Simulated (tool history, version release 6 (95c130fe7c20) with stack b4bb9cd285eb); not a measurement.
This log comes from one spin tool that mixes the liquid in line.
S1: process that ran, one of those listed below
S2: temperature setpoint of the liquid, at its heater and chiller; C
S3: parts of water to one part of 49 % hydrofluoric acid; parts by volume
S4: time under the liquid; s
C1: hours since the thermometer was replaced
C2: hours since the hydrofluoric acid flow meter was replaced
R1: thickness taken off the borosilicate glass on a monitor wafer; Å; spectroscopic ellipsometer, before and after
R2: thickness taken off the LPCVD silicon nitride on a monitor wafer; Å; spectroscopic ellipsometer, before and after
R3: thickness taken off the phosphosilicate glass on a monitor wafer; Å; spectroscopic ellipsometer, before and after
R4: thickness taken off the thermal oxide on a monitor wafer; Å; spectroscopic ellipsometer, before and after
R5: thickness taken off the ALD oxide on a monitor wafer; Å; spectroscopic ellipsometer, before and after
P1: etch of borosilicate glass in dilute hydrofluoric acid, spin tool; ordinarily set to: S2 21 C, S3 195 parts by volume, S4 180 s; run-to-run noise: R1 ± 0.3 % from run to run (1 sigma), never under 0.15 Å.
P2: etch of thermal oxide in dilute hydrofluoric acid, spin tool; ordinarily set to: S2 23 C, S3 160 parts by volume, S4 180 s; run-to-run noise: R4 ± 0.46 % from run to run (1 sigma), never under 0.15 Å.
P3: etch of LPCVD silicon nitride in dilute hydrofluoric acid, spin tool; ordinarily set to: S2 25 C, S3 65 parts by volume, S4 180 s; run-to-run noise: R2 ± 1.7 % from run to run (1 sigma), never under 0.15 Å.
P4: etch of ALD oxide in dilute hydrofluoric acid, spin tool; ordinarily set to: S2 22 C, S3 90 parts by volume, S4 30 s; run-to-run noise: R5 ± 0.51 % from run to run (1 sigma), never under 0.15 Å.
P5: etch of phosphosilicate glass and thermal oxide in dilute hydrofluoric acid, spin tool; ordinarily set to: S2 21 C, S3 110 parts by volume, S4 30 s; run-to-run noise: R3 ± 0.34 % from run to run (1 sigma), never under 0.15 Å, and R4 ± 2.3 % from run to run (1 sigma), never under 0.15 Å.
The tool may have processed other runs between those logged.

run,hour,S1,S2,S3,S4,C1,C2,R1,R2,R3,R4,R5
1,9.9,P1,21,195,180,475.5,630.3,230.880,,,,
2,27.2,P1,21,75,180,492.8,647.6,682.620,,,,
3,43.5,P3,25,65,305,509.1,663.9,,22.0750,,,
4,54.2,P5,21,110,30,519.8,674.6,,,341.03,11.0000,
5,69.0,P4,22,90,60,534.6,689.4,,,,,162.360
6,83.5,P1,21,115,250,549.1,703.9,592.880,,,,
7,98.9,P3,33,65,180,564.5,719.3,,21.8770,,,
8,109.3,P5,21,200,30,574.9,729.7,,,172.37,5.4732,
9,125.3,P1,21,195,180,590.9,745.7,229.440,,,,
10,140.2,P1,21,195,180,605.8,760.6,230.200,,,,
11,155.0,P3,25,65,180,620.6,775.4,,12.7190,,,
12,166.9,P1,21,195,180,632.5,787.3,230.210,,,,
13,182.6,P1,21,195,360,648.2,803.0,460.800,,,,
14,200.9,P1,21,195,180,666.5,821.3,230.230,,,,
15,213.7,P1,21,330,180,679.3,834.1,120.130,,,,
16,227.9,P2,23,35,180,693.5,848.3,,,,259.2000,
17,238.7,P3,25,100,180,704.3,859.1,,8.1706,,,
18,255.5,P1,27,195,180,721.1,875.9,288.600,,,,
19,264.2,P1,21,195,180,729.8,884.6,229.370,,,,
20,273.2,P1,21,195,180,738.8,893.6,230.160,,,,
21,281.7,P1,21,195,30,747.3,902.1,38.390,,,,
22,293.2,P1,21,295,15,758.8,913.6,11.427,,,,
23,302.4,P5,17,110,30,768.0,922.8,,,293.05,9.2637,
24,314.5,P4,22,90,30,780.1,934.9,,,,,81.506
25,332.6,P4,30,90,30,798.2,953.0,,,,,109.440
26,344.5,P1,17,195,180,810.1,964.9,197.770,,,,
27,357.7,P2,23,160,40,823.3,978.1,,,,10.5630,
28,373.6,P2,23,160,180,839.2,994.0,,,,48.1140,
29,391.2,P3,25,65,180,856.8,1011.6,,13.2870,,,
30,404.9,P2,17,160,180,870.5,1025.3,,,,37.6910,
31,414.4,P4,22,130,30,880.0,1034.8,,,,,53.317
32,423.5,P5,21,110,15,889.1,1043.9,,,173.40,5.3693,
33,439.0,P1,21,195,180,904.6,1059.4,230.290,,,,
34,454.2,P1,21,195,180,919.8,1074.6,235.580,,,,
35,469.1,P1,21,195,180,934.7,1089.5,238.610,,,,
36,480.0,P1,21,195,180,945.6,1100.4,242.640,,,,
37,490.8,P1,21,195,180,956.4,1111.2,243.680,,,,
38,500.0,P1,21,195,180,965.6,1120.4,243.960,,,,
39,509.9,P1,21,195,180,975.5,1130.3,244.760,,,,
40,523.4,P1,21,195,180,989.0,1143.8,243.200,,,,
41,541.9,P1,21,195,180,1007.5,1162.3,245.880,,,,
42,556.6,P1,21,195,180,1022.2,1177.0,245.120,,,,
43,567.4,P1,21,195,180,1033.0,1187.8,245.990,,,,
44,584.2,P1,21,195,180,1049.8,1204.6,244.260,,,,

What P1 gives has crept away from where it was. These 2 causes fit the log equally well, each at the size given:
A: liquid hotter than its thermometer reads (K) = 1.71
B: hydrofluoric acid flow above the setpoint (%) = 5.59
At approximately hour 439.0, the process output began to creep.

The list below offers 4 check runs, each averaging the results of 5 wafers, and shows each result as a question mark. For which of them would the listed causes give clearly different results?
check 1,601.0,P5,21.0,190,15,,,,,?,?,
check 2,601.0,P4,28.5,90,60,,,,,,,?
check 3,601.0,P3,25.0,65,270,,,,?,,,
check 4,601.0,P2,17.0,160,100,,,,,,?,

What each check would give under each cause:
check,result,if A,if B
check 1,R3,97.592,97.549
check 1,R4,3.0289,3.0276
check 2,R5,223.900,222.990
check 3,R2,21.4270,20.1920
check 4,R4,22.5970,22.4490
Minimum pairwise separation of causes per check, each pair taken at its best-separating result: check 1 0.04 %; check 2 0.41 %; check 3 5.94 %; check 4 0.66 %
Only in check 3 would the causes give clearly different results; in the remaining checks their results would be nearly the same.

Running check 3 produced the following: R2 20.1570 Å. Which one of the listed causes fits?

The correct cause is B, namely: hydrofluoric acid flow above the setpoint (%).
